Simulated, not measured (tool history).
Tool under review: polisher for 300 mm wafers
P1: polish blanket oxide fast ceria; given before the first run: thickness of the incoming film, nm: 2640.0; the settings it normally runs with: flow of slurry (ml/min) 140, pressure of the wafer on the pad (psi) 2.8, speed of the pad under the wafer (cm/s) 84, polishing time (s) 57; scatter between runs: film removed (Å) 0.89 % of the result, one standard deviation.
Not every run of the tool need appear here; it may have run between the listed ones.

run   hour  flow of slurry (ml/min)  pressure of the wafer on the pad (psi)  speed of the pad under the wafer (cm/s)  polishing time (s)  wafers polished on this pad  hours since the slurry nozzle was cleaned  hours since the head pressure was calibrated  film removed (Å)
  1   15.1                      140                                     2.8                                       84                  57                         1108                                       94.1                                         150.4            9153.7
  2   24.2                      140                                     2.8                                       84                  57                         1186                                      103.2                                         159.5            9189.9
  3   38.7                      140                                     2.8                                       84                  57                         1310                                      117.7                                         174.0            9251.0
  4   55.7                      140                                     2.8                                       38                  57                         1456                                      134.7                                         191.0            4144.8
  5   71.3                      140                                     2.8                                       84                  84                         1590                                      150.3                                         206.6           13402.0
  6   87.2                       85                                     2.8                                       84                  57                         1726                                      166.2                                         222.5            8080.3
  7  101.8                      140                                     2.8                                       84                  28                         1851                                      180.8                                         237.1            4473.1
  8  118.8                      140                                     2.8                                       84                  57                         1996                                      197.8                                         254.1            9022.4
     125.7  -- worn pad replaced by a new one
  9  133.8                      140                                     2.8                                      128                  57                           70                                      212.8                                         269.1           13906.0
 10  151.7                      140                                     3.5                                      110                  57                          223                                      230.7                                         287.0           14943.0
 11  164.2                      140                                     1.3                                       84                  57                          330                                      243.2                                         299.5            4217.0
 12  181.2                      140                                     2.8                                       84                  57                          476                                      260.2                                         316.5            9058.0
 13  194.2                      195                                     2.8                                      118                  57                          587                                      273.2                                         329.5           13523.0
 14  211.9                      185                                     2.8                                       84                  57                          738                                      290.9                                         347.2            9464.8
 15  228.9                      140                                     2.8                                       84                  57                          884                                      307.9                                         364.2            9201.4
 16  240.6                      140                                     4.2                                       84                  57                          984                                      319.6                                         375.9           13735.0
 17  248.6                      140                                     2.8                                       84                  57                         1053                                      327.6                                         383.9            9073.4
 18  256.9                      140                                     2.8                                       84                  57                         1124                                      335.9                                         392.2            8917.0
 19  274.1                      140                                     2.8                                       84                  57                         1271                                      353.1                                         409.4            8518.2

Predict the results of run 20:
 20  288.7                      140                                     2.8                                       84                  57                         1396                                      367.7                                         424.0                 ?

film removed (Å): 8469.3
